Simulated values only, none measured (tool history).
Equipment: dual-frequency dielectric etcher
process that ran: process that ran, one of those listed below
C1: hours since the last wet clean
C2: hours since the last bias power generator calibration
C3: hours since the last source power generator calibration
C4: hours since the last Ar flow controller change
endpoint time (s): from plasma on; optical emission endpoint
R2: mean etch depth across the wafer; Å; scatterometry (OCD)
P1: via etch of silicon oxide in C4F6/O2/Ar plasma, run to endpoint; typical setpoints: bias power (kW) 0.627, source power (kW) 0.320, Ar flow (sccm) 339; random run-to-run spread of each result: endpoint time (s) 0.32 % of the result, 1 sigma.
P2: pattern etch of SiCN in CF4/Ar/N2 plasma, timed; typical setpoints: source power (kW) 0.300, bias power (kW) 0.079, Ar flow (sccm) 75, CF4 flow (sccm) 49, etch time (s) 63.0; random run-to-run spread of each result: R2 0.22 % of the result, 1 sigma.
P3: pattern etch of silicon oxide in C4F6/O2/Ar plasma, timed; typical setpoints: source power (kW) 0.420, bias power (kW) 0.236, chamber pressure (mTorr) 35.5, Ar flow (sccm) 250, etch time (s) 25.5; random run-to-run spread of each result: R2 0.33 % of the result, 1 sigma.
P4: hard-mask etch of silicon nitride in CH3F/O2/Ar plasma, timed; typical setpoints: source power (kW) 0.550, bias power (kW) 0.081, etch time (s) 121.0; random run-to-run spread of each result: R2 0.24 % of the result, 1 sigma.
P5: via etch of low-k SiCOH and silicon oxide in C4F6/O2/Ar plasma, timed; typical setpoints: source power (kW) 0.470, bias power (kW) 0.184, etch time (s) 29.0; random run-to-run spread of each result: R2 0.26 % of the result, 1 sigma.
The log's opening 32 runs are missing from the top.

Run 33, hour 132.6: process that ran P4, bias power (kW) 0.081, source power (kW) 0.680, etch time (s) 121.0; C1 227.1; C2 661.5; C3 25.2; C4 74.2. Result: R2 1055.90 Å.
Run 34, hour 136.4: process that ran P1, bias power (kW) 0.627, source power (kW) 0.240, Ar flow (sccm) 339; C1 230.9; C2 665.3; C3 29.0; C4 78.0. Result: endpoint time (s) 45.445.
Run 35, hour 141.1: process that ran P3, bias power (kW) 0.236, source power (kW) 0.420, Ar flow (sccm) 250, etch time (s) 16.5, chamber pressure (mTorr) 35.5; C1 235.6; C2 670.0; C3 33.7; C4 82.7. Result: R2 568.44 Å.
Run 36, hour 146.3: process that ran P5, bias power (kW) 0.184, source power (kW) 0.470, etch time (s) 29.0; C1 240.8; C2 675.2; C3 38.9; C4 87.9. Result: R2 749.69 Å.
Run 37, hour 151.0: process that ran P1, bias power (kW) 0.627, source power (kW) 0.320, Ar flow (sccm) 339; C1 245.5; C2 679.9; C3 43.6; C4 92.6. Result: endpoint time (s) 40.966.
Run 38, hour 154.5: process that ran P1, bias power (kW) 0.627, source power (kW) 0.320, Ar flow (sccm) 339; C1 249.0; C2 683.4; C3 47.1; C4 96.1. Result: endpoint time (s) 40.908.
Run 39, hour 158.6: process that ran P1, bias power (kW) 0.627, source power (kW) 0.320, Ar flow (sccm) 339; C1 253.1; C2 687.5; C3 51.2; C4 100.2. Result: endpoint time (s) 41.446.
Run 40, hour 162.1: process that ran P1, bias power (kW) 0.627, source power (kW) 0.320, Ar flow (sccm) 339; C1 256.6; C2 691.0; C3 54.7; C4 103.7. Result: endpoint time (s) 41.400.

Predict the results of run 41:
Run 41, hour 165.4: process that ran P1, bias power (kW) 0.627, source power (kW) 0.320, Ar flow (sccm) 339; C1 259.9; C2 694.3; C3 58.0; C4 107.0. Result: endpoint time (s) ?.

endpoint time (s): 41.628

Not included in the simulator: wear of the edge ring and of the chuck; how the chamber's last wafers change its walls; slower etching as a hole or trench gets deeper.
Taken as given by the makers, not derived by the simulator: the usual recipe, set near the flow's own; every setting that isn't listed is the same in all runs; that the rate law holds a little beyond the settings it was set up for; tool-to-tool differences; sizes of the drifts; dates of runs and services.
